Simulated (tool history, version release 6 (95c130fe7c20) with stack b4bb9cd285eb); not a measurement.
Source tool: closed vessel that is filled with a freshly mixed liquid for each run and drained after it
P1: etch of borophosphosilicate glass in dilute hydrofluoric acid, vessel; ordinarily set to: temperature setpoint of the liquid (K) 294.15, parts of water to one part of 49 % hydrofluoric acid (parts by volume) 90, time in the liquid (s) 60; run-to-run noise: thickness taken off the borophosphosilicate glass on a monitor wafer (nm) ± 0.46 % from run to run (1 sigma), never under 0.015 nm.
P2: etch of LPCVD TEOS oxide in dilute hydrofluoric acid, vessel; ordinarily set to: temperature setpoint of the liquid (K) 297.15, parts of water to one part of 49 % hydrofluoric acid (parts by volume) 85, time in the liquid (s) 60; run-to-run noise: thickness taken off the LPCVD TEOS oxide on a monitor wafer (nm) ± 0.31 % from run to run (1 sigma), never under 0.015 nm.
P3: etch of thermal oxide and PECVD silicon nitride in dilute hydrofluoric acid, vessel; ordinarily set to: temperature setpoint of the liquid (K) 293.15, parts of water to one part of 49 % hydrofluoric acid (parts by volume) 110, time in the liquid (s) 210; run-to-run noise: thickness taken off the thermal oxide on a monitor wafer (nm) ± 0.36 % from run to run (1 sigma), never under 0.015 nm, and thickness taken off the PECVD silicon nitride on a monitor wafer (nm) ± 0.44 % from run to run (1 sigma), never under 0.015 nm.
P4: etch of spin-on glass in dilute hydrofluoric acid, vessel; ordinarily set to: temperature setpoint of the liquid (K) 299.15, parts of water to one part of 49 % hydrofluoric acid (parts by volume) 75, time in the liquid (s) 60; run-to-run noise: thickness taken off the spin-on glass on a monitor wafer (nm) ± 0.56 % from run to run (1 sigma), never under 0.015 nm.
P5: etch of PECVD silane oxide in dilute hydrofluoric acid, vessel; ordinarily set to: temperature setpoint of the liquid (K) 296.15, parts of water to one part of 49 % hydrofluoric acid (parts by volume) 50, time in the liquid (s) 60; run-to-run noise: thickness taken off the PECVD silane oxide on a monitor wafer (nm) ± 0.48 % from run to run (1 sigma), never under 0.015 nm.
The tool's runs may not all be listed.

run   hour  process that ran  temperature setpoint of the liquid (K)  parts of water to one part of 49 % hydrofluoric acid (parts by volume)  time in the liquid (s)  thickness taken off the borophosphosilicate glass on a monitor wafer (nm)  thickness taken off the thermal oxide on a monitor wafer (nm)  thickness taken off the PECVD silicon nitride on a monitor wafer (nm)  thickness taken off the LPCVD TEOS oxide on a monitor wafer (nm)  thickness taken off the PECVD silane oxide on a monitor wafer (nm)  thickness taken off the spin-on glass on a monitor wafer (nm)
  1    5.9                P1                                  294.15                                                                      90                      60                                                                     50.477
  2   13.3                P3                                  293.15                                                                     110                     395                                                                                                                                   14.6460                                                                 9.9330
  3   16.7                P2                                  297.15                                                                      40                      60                                                                                                                                                                                                                                                                             29.119
  4   21.8                P5                                  296.15                                                                      50                      60                                                                                                                                                                                                                                                                                                                                                 44.083
  5   27.5                P5                                  303.65                                                                      50                      60                                                                                                                                                                                                                                                                                                                                                 59.529
  6   34.2                P4                                  299.15                                                                      75                      60                                                                                                                                                                                                                                                                                                                                                                                                                58.299
  7   39.7                P1                                  294.15                                                                      90                      90                                                                     75.603
  8   43.9                P1                                  294.15                                                                      40                      60                                                                    120.380
  9   49.3                P3                                  293.15                                                                     110                     210                                                                                                                                    7.7055                                                                 5.2897
 10   55.0                P3                                  293.15                                                                      65                     210                                                                                                                                   13.7810                                                                 8.7545
 11   59.6                P1                                  294.15                                                                      90                      60                                                                     50.568
 12   63.3                P4                                  299.15                                                                      75                      30                                                                                                                                                                                                                                                                                                                                                                                                                28.941
 13   68.5                P2                                  297.15                                                                      85                      60                                                                                                                                                                                                                                                                             12.953
 14   75.9                P4                                  299.15                                                                      40                      60                                                                                                                                                                                                                                                                                                                                                                                                               115.230
 15   82.6                P1                                  294.15                                                                      90                      60                                                                     50.193
 16   89.0                P1                                  294.15                                                                      90                      60                                                                     50.709
 17   92.4                P2                                  302.15                                                                      85                      60                                                                                                                                                                                                                                                                             15.701
 18   98.2                P1                                  300.15                                                                      90                      90                                                                     96.130
 19  105.1                P2                                  297.15                                                                      85                      60                                                                                                                                                                                                                                                                             12.885
 20  112.3                P3                                  300.65                                                                     110                     210                                                                                                                                   10.3700                                                                 8.6726
 21  119.6                P1                                  294.15                                                                     155                      60                                                                     27.503
 22  124.2                P4                                  299.15                                                                      75                      60                                                                                                                                                                                                                                                                                                                                                                                                                58.533
 23  129.6                P1                                  294.15                                                                      90                      60                                                                     50.304
 24  137.0                P4                                  305.15                                                                      75                      60                                                                                                                                                                                                                                                                                                                                                                                                                73.391
 25  141.8                P5                                  296.15                                                                      50                      60                                                                                                                                                                                                                                                                                                                                                 44.202
 26  148.7                P1                                  290.15                                                                      90                      60                                                                     42.859
 27  154.2                P1                                  294.15                                                                      90                      30                                                                     25.246
 28  161.4                P1                                  290.15                                                                      90                     110                                                                     78.057
 29  166.2                P1                                  294.15                                                                      90                      60                                                                     50.549
 30  172.3                P1                                  302.65                                                                      90                      60                                                                     70.608
 31  179.1                P5                                  296.15                                                                      50                     115                                                                                                                                                                                                                                                                                                                                                 85.195
 32  183.6                P5                                  296.15                                                                      85                      60                                                                                                                                                                                                                                                                                                                                                 24.975
 33  190.2                P1                                  290.15                                                                      90                      30                                                                     21.175
 34  197.0                P2                                  297.15                                                                      85                     115                                                                                                                                                                                                                                                                             24.570
 35  201.3                P1                                  294.15                                                                      90                      60                                                                     50.194
 36  207.8                P1                                  294.15                                                                      90                      60                                                                     49.034
 37  211.9                P1                                  294.15                                                                      90                      60                                                                     48.297
 38  218.0                P1                                  294.15                                                                      90                      60                                                                     47.947
 39  223.9                P1                                  294.15                                                                      90                      60                                                                     47.377
 40  227.3                P1                                  294.15                                                                      90                      60                                                                     47.458
 41  234.6                P1                                  294.15                                                                      90                      60                                                                     47.144
 42  241.6                P1                                  294.15                                                                      90                      60                                                                     46.517
 43  248.6                P1                                  294.15                                                                      90                      60                                                                     46.499
 44  254.9                P1                                  294.15                                                                      90                      60                                                                     46.215
 45  261.8                P1                                  294.15                                                                      90                      60                                                                     46.376

P1 has crept away from where it was. The log is fitted equally well by each of these 2 causes, at the sizes shown:
A: liquid colder than its thermometer reads (K) = 2
B: hydrofluoric acid flow below the setpoint (%) = 7.16
The gradual shift began around hour 201.3.

Consider the 4 single-wafer check runs listed below, results given as question marks: which one distinguishes between the causes by giving clearly different results for each?
check 1  268.7                P3                                  293.15                                                                     110                     210                                                                                                                                         ?                                                                      ?
check 2  268.7                P4                                  299.15                                                                      75                      60                                                                                                                                                                                                                                                                                                                                                                                                                     ?
check 3  268.7                P5                                  296.15                                                                      50                      60                                                                                                                                                                                                                                                                                                                                                      ?
check 4  268.7                P2                                  297.15                                                                      85                      60                                                                                                                                                                                                                                                                                  ?

Check results expected under each cause:
  check                                                                 result    if A    if B
check 1          thickness taken off the thermal oxide on a monitor wafer (nm)  7.1173  7.1090
check 1  thickness taken off the PECVD silicon nitride on a monitor wafer (nm)  4.6053  4.9111
check 2          thickness taken off the spin-on glass on a monitor wafer (nm)  53.971  53.868
check 3     thickness taken off the PECVD silane oxide on a monitor wafer (nm)  40.624  40.798
check 4       thickness taken off the LPCVD TEOS oxide on a monitor wafer (nm)  11.911  11.891
Per-check spread between the two closest causes, in the result where they differ most: check 1 6.43 %; check 2 0.19 %; check 3 0.43 %; check 4 0.17 %
Check 1 tells the causes apart: in the others they would give nearly the same result.

Running check 1 produced the following: thickness taken off the thermal oxide on a monitor wafer (nm) 7.0876; thickness taken off the PECVD silicon nitride on a monitor wafer (nm) 4.5929. Which one of the listed causes fits?

It is A: liquid colder than its thermometer reads (K).
